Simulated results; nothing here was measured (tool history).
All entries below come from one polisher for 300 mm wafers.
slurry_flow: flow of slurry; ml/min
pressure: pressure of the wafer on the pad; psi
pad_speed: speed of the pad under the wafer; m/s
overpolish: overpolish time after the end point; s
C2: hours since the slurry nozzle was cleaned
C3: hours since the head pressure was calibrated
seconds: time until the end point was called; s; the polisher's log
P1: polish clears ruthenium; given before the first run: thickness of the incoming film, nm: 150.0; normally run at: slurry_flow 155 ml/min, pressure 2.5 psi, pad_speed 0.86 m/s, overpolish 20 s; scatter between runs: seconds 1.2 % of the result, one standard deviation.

Run 1, day 0.183: slurry_flow 155 ml/min, pressure 2.5 psi, pad_speed 0.86 m/s, overpolish 20 s; wafers polished on this pad 184; C2 89.2; C3 75.9. Result: seconds 119.13 s.
Run 2, day 0.446: slurry_flow 155 ml/min, pressure 2.5 psi, pad_speed 0.86 m/s, overpolish 20 s; wafers polished on this pad 236; C2 95.5; C3 82.2. Result: seconds 118.55 s.
Run 3, day 0.621: slurry_flow 155 ml/min, pressure 2.5 psi, pad_speed 0.86 m/s, overpolish 20 s; wafers polished on this pad 271; C2 99.7; C3 86.4. Result: seconds 120.53 s.
Run 4, day 0.775: slurry_flow 155 ml/min, pressure 2.5 psi, pad_speed 0.86 m/s, overpolish 20 s; wafers polished on this pad 301; C2 103.4; C3 90.1. Result: seconds 117.17 s.
Run 5, day 0.983: slurry_flow 155 ml/min, pressure 2.5 psi, pad_speed 0.86 m/s, overpolish 20 s; wafers polished on this pad 343; C2 108.4; C3 95.1. Result: seconds 116.75 s.
Run 6, day 1.129: slurry_flow 155 ml/min, pressure 2.5 psi, pad_speed 0.86 m/s, overpolish 7 s; wafers polished on this pad 371; C2 111.9; C3 98.6. Result: seconds 118.85 s.
Run 7, day 1.4: slurry_flow 155 ml/min, pressure 2.5 psi, pad_speed 0.86 m/s, overpolish 38 s; wafers polished on this pad 425; C2 118.4; C3 105.1. Result: seconds 119.96 s.
Run 8, day 1.675: slurry_flow 155 ml/min, pressure 1.8 psi, pad_speed 0.54 m/s, overpolish 20 s; wafers polished on this pad 479; C2 125; C3 111.7. Result: seconds 259.13 s.
Run 9, day 1.921: slurry_flow 235 ml/min, pressure 2.5 psi, pad_speed 0.86 m/s, overpolish 20 s; wafers polished on this pad 528; C2 130.9; C3 117.6. Result: seconds 113.89 s.
Run 10, day 2.075: slurry_flow 155 ml/min, pressure 3.6 psi, pad_speed 0.86 m/s, overpolish 11 s; wafers polished on this pad 559; C2 134.6; C3 121.3. Result: seconds 81.895 s.
Run 11, day 2.275: slurry_flow 155 ml/min, pressure 1.1 psi, pad_speed 0.86 m/s, overpolish 20 s; wafers polished on this pad 598; C2 139.4; C3 126.1. Result: seconds 276.67 s.
Run 12, day 2.571: slurry_flow 155 ml/min, pressure 1.5 psi, pad_speed 0.86 m/s, overpolish 28 s; wafers polished on this pad 657; C2 146.5; C3 133.2. Result: seconds 200.93 s.
Run 13, day 2.838: slurry_flow 155 ml/min, pressure 2.5 psi, pad_speed 0.54 m/s, overpolish 20 s; wafers polished on this pad 709; C2 152.9; C3 139.6. Result: seconds 189.53 s.
Run 14, day 3.092: slurry_flow 155 ml/min, pressure 3.9 psi, pad_speed 0.86 m/s, overpolish 20 s; wafers polished on this pad 760; C2 159; C3 145.7. Result: seconds 74.796 s.
Run 15, day 3.412: slurry_flow 155 ml/min, pressure 2.5 psi, pad_speed 1.32 m/s, overpolish 20 s; wafers polished on this pad 823; C2 166.7; C3 153.4. Result: seconds 76.969 s.
Run 16, day 3.729: slurry_flow 155 ml/min, pressure 2.5 psi, pad_speed 0.86 m/s, overpolish 20 s; wafers polished on this pad 886; C2 174.3; C3 161. Result: seconds 117.99 s.
Run 17, day 3.917: slurry_flow 155 ml/min, pressure 2.5 psi, pad_speed 0.86 m/s, overpolish 20 s; wafers polished on this pad 923; C2 178.8; C3 165.5. Result: seconds 119.98 s.
Run 18, day 4.229: slurry_flow 95 ml/min, pressure 2.5 psi, pad_speed 0.86 m/s, overpolish 20 s; wafers polished on this pad 985; C2 186.3; C3 173. Result: seconds 134.75 s.
Run 19, day 4.417: slurry_flow 155 ml/min, pressure 2.5 psi, pad_speed 0.86 m/s, overpolish 20 s; wafers polished on this pad 1022; C2 190.8; C3 177.5. Result: seconds 117.37 s.
Run 20, day 4.667: slurry_flow 155 ml/min, pressure 2.5 psi, pad_speed 0.86 m/s, overpolish 20 s; wafers polished on this pad 1071; C2 196.8; C3 183.5. Result: seconds 123.23 s.
Run 21, day 4.85: slurry_flow 155 ml/min, pressure 2.5 psi, pad_speed 0.86 m/s, overpolish 20 s; wafers polished on this pad 1107; C2 201.2; C3 187.9. Result: seconds 126.05 s.
Run 22, day 5.004: slurry_flow 155 ml/min, pressure 2.5 psi, pad_speed 0.86 m/s, overpolish 20 s; wafers polished on this pad 1138; C2 204.9; C3 191.6. Result: seconds 125.57 s.
Run 23, day 5.25: slurry_flow 155 ml/min, pressure 2.5 psi, pad_speed 0.86 m/s, overpolish 20 s; wafers polished on this pad 1187; C2 210.8; C3 197.5. Result: seconds 126.94 s.
Run 24, day 5.392: slurry_flow 155 ml/min, pressure 2.5 psi, pad_speed 0.86 m/s, overpolish 20 s; wafers polished on this pad 1215; C2 214.2; C3 200.9. Result: seconds 126.16 s.
At day 5.554: head pressure recalibrated.
Run 25, day 5.629: slurry_flow 155 ml/min, pressure 2.5 psi, pad_speed 0.86 m/s, overpolish 20 s; wafers polished on this pad 1262; C2 219.9; C3 1.8. Result: seconds 125.7 s.
Run 26, day 5.942: slurry_flow 155 ml/min, pressure 2.5 psi, pad_speed 0.86 m/s, overpolish 20 s; wafers polished on this pad 1323; C2 227.4; C3 9.3. Result: seconds 126.98 s.
Run 27, day 6.121: slurry_flow 155 ml/min, pressure 2.5 psi, pad_speed 0.86 m/s, overpolish 20 s; wafers polished on this pad 1359; C2 231.7; C3 13.6. Result: seconds 125.62 s.

The log shows P1 creeping away from where it was. Any of the 2 causes listed here, at the size stated for it, fits the log just as well as the others:
A: slurry flow missing at the pad, % = 31.4
B: removal rate lost through wear of the pad, % = 7.21
At approximately day 4.417, the process output began to creep.
All other causes, with the reason each is excluded:
head's pressure below its setpoint, %: work on it at day 5.554, done after the drift set in, did not restore what the process gave before

Of the 4 check runs below, each run on 5 wafers with the results averaged and each result still a question mark, which one would tell the listed causes apart?
Run check 1, day 6.3: slurry_flow 155 ml/min, pressure 3.8 psi, pad_speed 0.86 m/s, overpolish 20 s. Result: seconds ?.
Run check 2, day 6.3: slurry_flow 95 ml/min, pressure 1.7 psi, pad_speed 0.86 m/s, overpolish 20 s. Result: seconds ?.
Run check 3, day 6.3: slurry_flow 155 ml/min, pressure 1.8 psi, pad_speed 0.86 m/s, overpolish 36 s. Result: seconds ?.
Run check 4, day 6.3: slurry_flow 155 ml/min, pressure 1.1 psi, pad_speed 0.86 m/s, overpolish 20 s. Result: seconds ?.

Expected result of each check under each candidate cause:
  check   result    if A    if B
check 1  seconds  84.402  84.398
check 2  seconds  217.66  209.05
check 3  seconds  178.18  178.17
check 4  seconds  291.57  291.56
Distance between the nearest two causes, measured in the result of the check that separates them most: check 1 0 %; check 2 4.04 %; check 3 0 %; check 4 0 %
Only check 2 tells the causes apart: in the others they would give nearly the same result.

Running check 2 produced the following: seconds 210.48 s. Which one of the listed causes fits?

Of the candidate causes, it is B: removal rate lost through wear of the pad, %.

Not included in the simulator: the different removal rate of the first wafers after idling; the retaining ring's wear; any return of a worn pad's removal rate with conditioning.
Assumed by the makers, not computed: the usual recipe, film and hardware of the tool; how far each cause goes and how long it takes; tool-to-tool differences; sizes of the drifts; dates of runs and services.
